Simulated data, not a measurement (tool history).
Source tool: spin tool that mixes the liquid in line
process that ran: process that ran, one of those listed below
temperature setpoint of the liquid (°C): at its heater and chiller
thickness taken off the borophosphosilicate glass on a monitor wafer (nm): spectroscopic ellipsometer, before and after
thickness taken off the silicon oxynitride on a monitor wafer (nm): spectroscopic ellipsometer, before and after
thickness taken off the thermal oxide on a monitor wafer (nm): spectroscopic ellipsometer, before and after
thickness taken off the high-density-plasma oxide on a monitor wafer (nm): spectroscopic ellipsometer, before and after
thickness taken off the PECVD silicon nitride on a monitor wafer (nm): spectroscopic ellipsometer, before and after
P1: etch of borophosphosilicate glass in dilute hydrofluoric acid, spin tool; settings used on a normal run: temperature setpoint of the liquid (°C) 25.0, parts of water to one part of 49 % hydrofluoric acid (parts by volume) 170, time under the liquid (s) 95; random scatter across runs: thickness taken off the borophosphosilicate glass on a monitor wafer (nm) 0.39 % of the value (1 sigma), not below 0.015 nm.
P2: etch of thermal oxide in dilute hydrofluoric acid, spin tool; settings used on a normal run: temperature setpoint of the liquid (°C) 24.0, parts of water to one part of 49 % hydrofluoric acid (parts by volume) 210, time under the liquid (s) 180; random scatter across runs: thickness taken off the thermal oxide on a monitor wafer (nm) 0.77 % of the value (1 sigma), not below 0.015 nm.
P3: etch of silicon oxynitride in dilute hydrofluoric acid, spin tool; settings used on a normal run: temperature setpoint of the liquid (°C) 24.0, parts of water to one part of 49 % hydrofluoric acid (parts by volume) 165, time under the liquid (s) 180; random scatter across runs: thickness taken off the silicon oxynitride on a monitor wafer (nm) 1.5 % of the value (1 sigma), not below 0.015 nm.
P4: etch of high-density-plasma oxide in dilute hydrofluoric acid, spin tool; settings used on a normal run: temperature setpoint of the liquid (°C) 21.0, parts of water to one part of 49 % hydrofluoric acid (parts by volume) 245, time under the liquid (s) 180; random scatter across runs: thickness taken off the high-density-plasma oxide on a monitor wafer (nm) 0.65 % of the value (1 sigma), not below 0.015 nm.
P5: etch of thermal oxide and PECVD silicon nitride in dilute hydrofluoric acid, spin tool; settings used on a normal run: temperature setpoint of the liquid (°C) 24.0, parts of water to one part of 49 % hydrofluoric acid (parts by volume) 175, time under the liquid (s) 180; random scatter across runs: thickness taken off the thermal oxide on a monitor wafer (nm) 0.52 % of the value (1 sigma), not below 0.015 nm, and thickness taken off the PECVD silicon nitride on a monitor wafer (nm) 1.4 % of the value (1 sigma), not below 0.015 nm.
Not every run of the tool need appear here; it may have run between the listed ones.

run	hour	process that ran	temperature setpoint of the liquid (°C)	parts of water to one part of 49 % hydrofluoric acid (parts by volume)	time under the liquid (s)	hours since the thermometer was replaced	hours since the hydrofluoric acid flow meter was replaced	thickness taken off the borophosphosilicate glass on a monitor wafer (nm)	thickness taken off the silicon oxynitride on a monitor wafer (nm)	thickness taken off the thermal oxide on a monitor wafer (nm)	thickness taken off the high-density-plasma oxide on a monitor wafer (nm)	thickness taken off the PECVD silicon nitride on a monitor wafer (nm)
1	13.9	P1	25.0	170	95	699.1	116.3	21.7480				
2	21.8	P3	24.0	225	180	707.0	124.2		1.1634			
3	32.8	P1	19.5	290	95	718.0	135.2	9.2478				
4	45.6	P1	33.0	170	95	730.8	148.0	29.0400				
5	59.6	P1	25.0	35	95	744.8	162.0	125.6300				
6	70.9	P1	25.0	170	95	756.1	173.3	21.8350				
7	79.9	P2	18.5	210	180	765.1	182.3			2.9661		
8	90.2	P4	21.0	245	180	775.4	192.6				3.6826	
# hour 96.7: hydrofluoric acid flow meter replaced
9	96.8	P2	24.0	210	180	782.0	0.2			3.6249		
10	105.8	P4	21.0	245	325	791.0	9.2				6.6802	
11	114.6	P1	29.5	170	180	799.8	18.0	48.4040				
12	124.1	P5	31.5	175	180	809.3	27.5			6.1433		2.8739
13	134.0	P4	21.0	55	180	819.2	37.4				20.1430	
14	145.1	P2	24.0	210	180	830.3	48.5			3.5639		
15	155.0	P3	32.0	165	180	840.2	58.4		2.2641			
16	163.2	P1	25.0	170	40	848.4	66.6	9.1855				
17	176.2	P2	24.0	345	180	861.4	79.6			1.9076		
18	187.0	P1	25.0	170	95	872.2	90.4	21.7110				
19	194.0	P5	24.0	175	180	879.2	97.4			4.6937		1.7712
20	205.8	P1	25.0	170	95	891.0	109.2	21.7300				
21	218.0	P1	25.0	170	170	903.2	121.4	39.2280				
22	229.4	P3	24.0	165	180	914.6	132.8		1.6327			
23	238.7	P3	24.0	165	295	923.9	142.1		2.6569			
24	253.6	P4	28.0	245	180	938.8	157.0				4.7394	
25	262.3	P1	25.0	240	95	947.5	165.7	14.2380				
26	275.6	P2	24.0	210	15	960.8	179.0			0.3153		
27	283.1	P1	25.0	95	165	968.3	186.5	74.4570				
28	293.8	P5	24.0	175	315	979.0	197.2			8.3096		3.1027
29	303.6	P5	24.0	175	180	988.8	207.0			4.6764		1.7946
30	316.9	P5	24.0	95	180	1002.1	220.3			9.5429		3.2828
31	324.8	P1	18.5	170	95	1010.0	228.2	16.9250				
32	332.5	P1	25.0	170	95	1017.7	235.9	21.7180				
33	339.3	P1	25.0	170	95	1024.5	242.7	21.9710				
34	349.5	P1	25.0	170	95	1034.7	252.9	21.2920				
35	362.3	P1	25.0	170	95	1047.5	265.7	20.8290				
36	370.7	P1	25.0	170	95	1055.9	274.1	20.7430				
37	384.5	P1	25.0	170	95	1069.7	287.9	20.3500				
38	392.6	P1	25.0	170	95	1077.8	296.0	20.3570				
39	407.5	P1	25.0	170	95	1092.7	310.9	20.3370				
40	419.1	P1	25.0	170	95	1104.3	322.5	20.1100				
41	427.4	P1	25.0	170	95	1112.6	330.8	20.1690				
42	433.8	P1	25.0	170	95	1119.0	337.2	20.2410				

For run 43, what comes out?
43	442.9	P1	25.0	170	95	1128.1	346.3	?				

{"run 43": {"thickness taken off the borophosphosilicate glass on a monitor wafer (nm)": 20.093}}
